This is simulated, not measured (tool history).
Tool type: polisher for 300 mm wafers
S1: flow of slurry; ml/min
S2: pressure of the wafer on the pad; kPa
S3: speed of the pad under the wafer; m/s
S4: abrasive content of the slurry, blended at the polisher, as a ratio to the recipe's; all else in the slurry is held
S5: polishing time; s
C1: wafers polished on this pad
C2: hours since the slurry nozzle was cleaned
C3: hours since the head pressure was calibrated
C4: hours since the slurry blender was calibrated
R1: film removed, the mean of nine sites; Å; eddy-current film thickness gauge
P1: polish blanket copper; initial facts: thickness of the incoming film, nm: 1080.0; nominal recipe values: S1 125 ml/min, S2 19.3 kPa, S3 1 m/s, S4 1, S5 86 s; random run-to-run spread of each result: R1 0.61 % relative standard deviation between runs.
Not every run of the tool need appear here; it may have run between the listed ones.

run,day,S1,S2,S3,S4,S5,C1,C2,C3,C4,R1
1,0.292,125,19.3,1,1,86,553,293.1,523.7,142.6,2677.2
2,0.604,125,19.3,1,1.4,121,603,300.6,531.2,150.1,4060.8
3,0.783,125,19.3,1.52,1,86,631,304.9,535.5,154.4,4069.8
4,0.942,125,19.3,1,0.6,86,656,308.7,539.3,158.2,2392
5,1.1,125,19.3,1,1,86,682,312.5,543.1,162,2636.7
6,1.317,125,10.3,1,1,86,716,317.7,548.3,167.2,1423
7,1.521,75,19.3,1,1,86,748,322.6,553.2,172.1,2344.6
8,1.829,125,25.5,1,1,86,797,330,560.6,179.5,3545.3
9,2.008,125,19.3,1,1,43,826,334.3,564.9,183.8,1344.2
10,2.258,125,19.3,1,1,86,865,340.3,570.9,189.8,2674.2
11,2.529,170,19.3,1.24,1,86,909,346.8,577.4,196.3,3527.5
# day 2.754: slurry nozzle cleaned
12,2.758,125,19.3,1,1,86,945,0.2,582.9,201.8,2699.6
13,2.912,125,19.3,1,1,86,969,3.9,586.6,205.5,2644.4
14,3.079,125,19.3,0.72,1,86,996,7.9,590.6,209.5,1920.6
15,3.292,125,19.3,1,1,86,1030,13,595.7,214.6,2667.3
16,3.583,125,19.3,1,1,129,1076,20,602.7,221.6,3991.8
17,3.792,125,19.3,1,1.3,86,1109,25,607.7,226.6,2814.3
18,4.033,195,19.3,1,1,86,1147,30.8,613.5,232.4,2889.7
19,4.342,125,19.3,0.68,1,130,1196,38.2,620.9,239.8,2725.1
20,4.596,125,19.3,1,1,86,1237,44.3,627,245.9,2661.5
21,4.875,125,19.3,1,1,86,1281,51,633.7,252.6,2680.4
22,5.075,125,19.3,1,1,86,1313,55.8,638.5,257.4,2586
23,5.388,125,19.3,1,1,86,1363,63.3,646,264.9,2563
24,5.679,125,19.3,1,1,86,1409,70.3,653,271.9,2483.7
25,5.879,125,19.3,1,1,86,1441,75.1,657.8,276.7,2483.3
# day 5.983: worn pad replaced by a new one
26,6.046,125,19.3,1,1,86,10,79.1,661.8,280.7,2494
27,6.208,125,19.3,1,1,86,36,83,665.7,284.6,2474
# day 6.229: head pressure recalibrated
28,6.421,125,19.3,1,1,86,69,88.1,4.7,289.7,2440.2

Predict the results of run 29:
29,6.604,125,19.3,1,1,86,99,92.5,9.1,294.1,?

Run 29 yielded R1 2428.7 Å.

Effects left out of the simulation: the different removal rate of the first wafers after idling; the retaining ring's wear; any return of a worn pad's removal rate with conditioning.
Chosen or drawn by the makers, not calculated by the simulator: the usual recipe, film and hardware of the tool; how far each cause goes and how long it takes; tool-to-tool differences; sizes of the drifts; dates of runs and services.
